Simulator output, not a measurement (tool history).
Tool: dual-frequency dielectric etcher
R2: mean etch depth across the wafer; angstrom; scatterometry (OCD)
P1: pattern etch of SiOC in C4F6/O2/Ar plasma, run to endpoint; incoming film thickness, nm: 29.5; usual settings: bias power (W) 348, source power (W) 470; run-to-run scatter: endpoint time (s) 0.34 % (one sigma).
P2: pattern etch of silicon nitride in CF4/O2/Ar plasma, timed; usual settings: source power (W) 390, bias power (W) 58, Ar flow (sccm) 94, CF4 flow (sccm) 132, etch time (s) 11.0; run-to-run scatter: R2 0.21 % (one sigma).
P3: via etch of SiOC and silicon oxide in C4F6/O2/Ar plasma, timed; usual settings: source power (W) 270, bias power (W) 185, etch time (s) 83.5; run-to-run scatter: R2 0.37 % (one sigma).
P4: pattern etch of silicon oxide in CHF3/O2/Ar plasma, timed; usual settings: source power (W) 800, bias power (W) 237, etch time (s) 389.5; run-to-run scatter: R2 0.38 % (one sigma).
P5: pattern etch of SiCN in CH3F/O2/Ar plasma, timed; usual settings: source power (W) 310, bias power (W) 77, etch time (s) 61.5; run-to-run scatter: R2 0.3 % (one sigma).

run 1 day=0.225 | process_that_ran=P1 bias_power_(W)=348 source_power_(W)=470 | endpoint_time_(s)=10.3950
run 2 day=0.625 | process_that_ran=P4 bias_power_(W)=237 source_power_(W)=800 etch_time_(s)=389.5 | R2=9212.80
run 3 day=1.008 | process_that_ran=P1 bias_power_(W)=229 source_power_(W)=470 | endpoint_time_(s)=11.9900
run 4 day=1.225 | process_that_ran=P2 bias_power_(W)=58 source_power_(W)=260 etch_time_(s)=11.0 Ar_flow_(sccm)=94 CF4_flow_(sccm)=132 | R2=134.18
run 5 day=1.438 | process_that_ran=P4 bias_power_(W)=177 source_power_(W)=800 etch_time_(s)=389.5 | R2=8289.00
run 6 day=1.629 | process_that_ran=P1 bias_power_(W)=348 source_power_(W)=470 | endpoint_time_(s)=10.4580
run 7 day=2.025 | process_that_ran=P5 bias_power_(W)=77 source_power_(W)=310 etch_time_(s)=89.5 | R2=319.22
run 8 day=2.350 | process_that_ran=P3 bias_power_(W)=141 source_power_(W)=270 etch_time_(s)=83.5 | R2=743.69
-- day=2.512 source power generator calibrated
run 9 day=2.708 | process_that_ran=P1 bias_power_(W)=348 source_power_(W)=470 | endpoint_time_(s)=10.4540
run 10 day=3.092 | process_that_ran=P1 bias_power_(W)=348 source_power_(W)=350 | endpoint_time_(s)=11.6380
run 11 day=3.321 | process_that_ran=P1 bias_power_(W)=348 source_power_(W)=660 | endpoint_time_(s)=9.2025
run 12 day=3.579 | process_that_ran=P2 bias_power_(W)=77 source_power_(W)=390 etch_time_(s)=11.0 Ar_flow_(sccm)=94 CF4_flow_(sccm)=132 | R2=212.08
run 13 day=3.888 | process_that_ran=P4 bias_power_(W)=237 source_power_(W)=800 etch_time_(s)=389.5 | R2=9185.40
-- day=4.167 bias power generator calibrated
run 14 day=4.246 | process_that_ran=P5 bias_power_(W)=62 source_power_(W)=310 etch_time_(s)=61.5 | R2=203.54
run 15 day=4.600 | process_that_ran=P2 bias_power_(W)=58 source_power_(W)=390 etch_time_(s)=11.0 Ar_flow_(sccm)=70 CF4_flow_(sccm)=132 | R2=195.77
run 16 day=4.938 | process_that_ran=P3 bias_power_(W)=185 source_power_(W)=270 etch_time_(s)=83.5 | R2=810.27
run 17 day=5.158 | process_that_ran=P1 bias_power_(W)=348 source_power_(W)=470 | endpoint_time_(s)=10.4450
run 18 day=5.412 | process_that_ran=P5 bias_power_(W)=77 source_power_(W)=380 etch_time_(s)=61.5 | R2=236.64
run 19 day=5.750 | process_that_ran=P3 bias_power_(W)=185 source_power_(W)=380 etch_time_(s)=83.5 | R2=930.38
run 20 day=6.158 | process_that_ran=P4 bias_power_(W)=237 source_power_(W)=960 etch_time_(s)=389.5 | R2=9879.40
run 21 day=6.521 | process_that_ran=P2 bias_power_(W)=58 source_power_(W)=390 etch_time_(s)=11.0 Ar_flow_(sccm)=94 CF4_flow_(sccm)=132 | R2=190.56
run 22 day=6.758 | process_that_ran=P1 bias_power_(W)=211 source_power_(W)=300 | endpoint_time_(s)=14.6820
run 23 day=6.958 | process_that_ran=P4 bias_power_(W)=237 source_power_(W)=800 etch_time_(s)=561.0 | R2=13221.00
run 24 day=7.254 | process_that_ran=P2 bias_power_(W)=58 source_power_(W)=390 etch_time_(s)=11.0 Ar_flow_(sccm)=94 CF4_flow_(sccm)=132 | R2=190.45
run 25 day=7.454 | process_that_ran=P1 bias_power_(W)=453 source_power_(W)=470 | endpoint_time_(s)=9.4635
run 26 day=7.846 | process_that_ran=P3 bias_power_(W)=185 source_power_(W)=270 etch_time_(s)=120.5 | R2=1174.30
run 27 day=8.096 | process_that_ran=P3 bias_power_(W)=185 source_power_(W)=270 etch_time_(s)=83.5 | R2=812.10
run 28 day=8.521 | process_that_ran=P5 bias_power_(W)=77 source_power_(W)=310 etch_time_(s)=61.5 | R2=218.79
run 29 day=8.750 | process_that_ran=P2 bias_power_(W)=58 source_power_(W)=390 etch_time_(s)=16.5 Ar_flow_(sccm)=94 CF4_flow_(sccm)=132 | R2=287.26
run 30 day=9.054 | process_that_ran=P2 bias_power_(W)=58 source_power_(W)=390 etch_time_(s)=11.0 Ar_flow_(sccm)=94 CF4_flow_(sccm)=99 | R2=185.55
run 31 day=9.379 | process_that_ran=P5 bias_power_(W)=77 source_power_(W)=310 etch_time_(s)=61.5 | R2=219.49
run 32 day=9.658 | process_that_ran=P1 bias_power_(W)=348 source_power_(W)=470 | endpoint_time_(s)=10.4380
run 33 day=10.038 | process_that_ran=P1 bias_power_(W)=348 source_power_(W)=470 | endpoint_time_(s)=10.5300
run 34 day=10.292 | process_that_ran=P1 bias_power_(W)=348 source_power_(W)=470 | endpoint_time_(s)=10.5420
run 35 day=10.625 | process_that_ran=P1 bias_power_(W)=348 source_power_(W)=470 | endpoint_time_(s)=10.4520
run 36 day=10.933 | process_that_ran=P1 bias_power_(W)=348 source_power_(W)=470 | endpoint_time_(s)=10.5230
run 37 day=11.275 | process_that_ran=P1 bias_power_(W)=348 source_power_(W)=470 | endpoint_time_(s)=10.5780
-- day=11.300 wet clean of the chamber
run 38 day=11.500 | process_that_ran=P1 bias_power_(W)=348 source_power_(W)=470 | endpoint_time_(s)=10.5720
run 39 day=11.796 | process_that_ran=P1 bias_power_(W)=348 source_power_(W)=470 | endpoint_time_(s)=10.5510
run 40 day=12.200 | process_that_ran=P1 bias_power_(W)=348 source_power_(W)=470 | endpoint_time_(s)=10.5380
run 41 day=12.454 | process_that_ran=P1 bias_power_(W)=348 source_power_(W)=470 | endpoint_time_(s)=10.5670
run 42 day=12.646 | process_that_ran=P1 bias_power_(W)=348 source_power_(W)=470 | endpoint_time_(s)=10.6130

What P1 gives has crept away from where it was. These 2 causes fit the log equally well, each at the size given:
A: bias power that arrives under what is set, % = 4.75
B: source power that arrives under what is set, % = 4.4
The creep began at about day 9.658.
Why every other cause is out:
chamber walls in a state that lowers the etch rate, %: serviced at day 11.300, which brought nothing back

4 check runs are offered, one wafer each, their results left as question marks. Which one tells the causes apart?
run check 1 day=12.838 | process_that_ran=P4 bias_power_(W)=237 source_power_(W)=800 etch_time_(s)=389.5 | R2=?
run check 2 day=12.838 | process_that_ran=P2 bias_power_(W)=58 source_power_(W)=390 etch_time_(s)=11.0 Ar_flow_(sccm)=94 CF4_flow_(sccm)=132 | R2=?
run check 3 day=12.838 | process_that_ran=P3 bias_power_(W)=185 source_power_(W)=270 etch_time_(s)=83.5 | R2=?
run check 4 day=12.838 | process_that_ran=P5 bias_power_(W)=77 source_power_(W)=310 etch_time_(s)=61.5 | R2=?

What each check would give under each cause:
check=check_1 result=R2 if_A=9042.10 if_B=9040.40
check=check_2 result=R2 if_A=187.36 if_B=183.48
check=check_3 result=R2 if_A=799.95 if_B=799.04
check=check_4 result=R2 if_A=215.63 if_B=215.84
How far apart the two closest causes lie, in the result that separates them most: check 1 0.02 %; check 2 2.09 %; check 3 0.11 %; check 4 0.09 %
Check 2 tells the causes apart: in the others they would give nearly the same result.

Then check 2 was run and gave: R2 182.96 angstrom. Which cause is it?

It is B: source power that arrives under what is set, %.
